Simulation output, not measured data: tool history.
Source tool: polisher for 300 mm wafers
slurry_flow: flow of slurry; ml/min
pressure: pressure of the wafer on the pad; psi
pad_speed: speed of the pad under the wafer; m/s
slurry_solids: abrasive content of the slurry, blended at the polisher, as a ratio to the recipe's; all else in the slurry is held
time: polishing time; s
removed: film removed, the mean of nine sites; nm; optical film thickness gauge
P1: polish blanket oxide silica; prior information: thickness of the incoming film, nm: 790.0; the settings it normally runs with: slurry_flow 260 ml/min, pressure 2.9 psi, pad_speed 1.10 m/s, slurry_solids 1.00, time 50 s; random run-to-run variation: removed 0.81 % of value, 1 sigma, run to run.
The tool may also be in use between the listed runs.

run,day,slurry_flow,pressure,pad_speed,slurry_solids,time,removed
1,0.617,260,2.9,1.10,1.00,50,123.160
2,1.317,260,2.9,1.10,1.00,50,123.370
3,2.000,260,2.9,0.72,1.00,50,87.099
4,2.588,155,2.9,1.10,1.00,50,115.500
5,3.138,260,2.9,1.10,1.50,50,146.960
6,3.529,260,2.9,1.10,1.00,50,121.880
7,3.842,260,2.9,1.10,1.00,50,123.030
8,4.362,260,2.9,1.10,1.00,50,122.880
9,5.004,260,2.9,1.10,0.50,50,84.283
10,5.396,260,2.9,1.64,1.00,50,168.990
11,5.733,260,2.9,1.10,1.00,73,180.660
12,6.133,260,4.3,1.10,1.00,50,181.560
13,6.817,260,1.6,1.10,1.00,50,68.483
14,7.304,175,2.9,1.10,1.35,50,134.160
15,7.888,410,2.9,1.10,1.00,50,128.320
16,8.212,260,2.9,1.10,1.00,50,124.060
17,8.800,260,2.9,1.10,1.00,50,121.910
18,9.396,260,2.9,1.10,1.00,28,68.886
19,9.767,260,2.9,1.10,1.00,50,123.710
20,10.321,260,2.9,1.10,1.00,50,115.930
21,10.962,260,2.9,1.10,1.00,50,111.910
22,11.292,260,2.9,1.10,1.00,50,111.340
23,11.654,260,2.9,1.10,1.00,50,108.200
# day 12.058: conditioning disc replaced and pad reconditioned
24,12.138,260,2.9,1.10,1.00,50,108.400
# day 12.646: head pressure recalibrated
25,12.696,260,2.9,1.10,1.00,50,108.080
26,13.308,260,2.9,1.10,1.00,50,107.930
27,13.692,260,2.9,1.10,1.00,50,108.310

P1 has crept away from where it was. The log is fitted equally well by each of these 2 causes, at the sizes shown:
A: abrasive missing from the slurry, % = 25.1
B: removal rate lost through wear of the pad, % = 13.2
The creep began at about day 9.767.
What rules out each remaining cause:
slurry flow missing at the pad, %: capped at 40; at that size removed would change by -6.6 %, too little to explain the creep or opposite to it
head's pressure below its setpoint, %: its service at day 12.646 followed the start of the drift and did not put the process back to its old value
time polished since the conditioner stopped cutting, s: its service at day 12.058 followed the start of the drift and did not put the process back to its old value

The 4 check runs listed below each average the results of 5 wafers, and their outcomes are marked with question marks. Under which run would the listed causes produce clearly different results?
check 1,14.075,260,2.9,1.10,1.45,50,?
check 2,14.075,260,2.9,1.38,1.00,50,?
check 3,14.075,405,1.7,1.10,1.00,50,?
check 4,14.075,260,2.9,1.56,1.00,50,?

Outcome of each check run for each possible cause:
check,result,if A,if B
check 1,removed,127.910,124.610
check 2,removed,128.290,128.320
check 3,removed,65.126,65.140
check 4,removed,141.510,141.550
Distance between the nearest two causes, measured in the result of the check that separates them most: check 1 2.62 %; check 2 0.02 %; check 3 0.02 %; check 4 0.02 %
Only in check 1 would the causes give clearly different results; in the remaining checks their results would be nearly the same.

The results of check 1 are: removed 124.040 nm. Based on these, which of the listed causes is it?

The correct cause is B, namely: removal rate lost through wear of the pad, %.

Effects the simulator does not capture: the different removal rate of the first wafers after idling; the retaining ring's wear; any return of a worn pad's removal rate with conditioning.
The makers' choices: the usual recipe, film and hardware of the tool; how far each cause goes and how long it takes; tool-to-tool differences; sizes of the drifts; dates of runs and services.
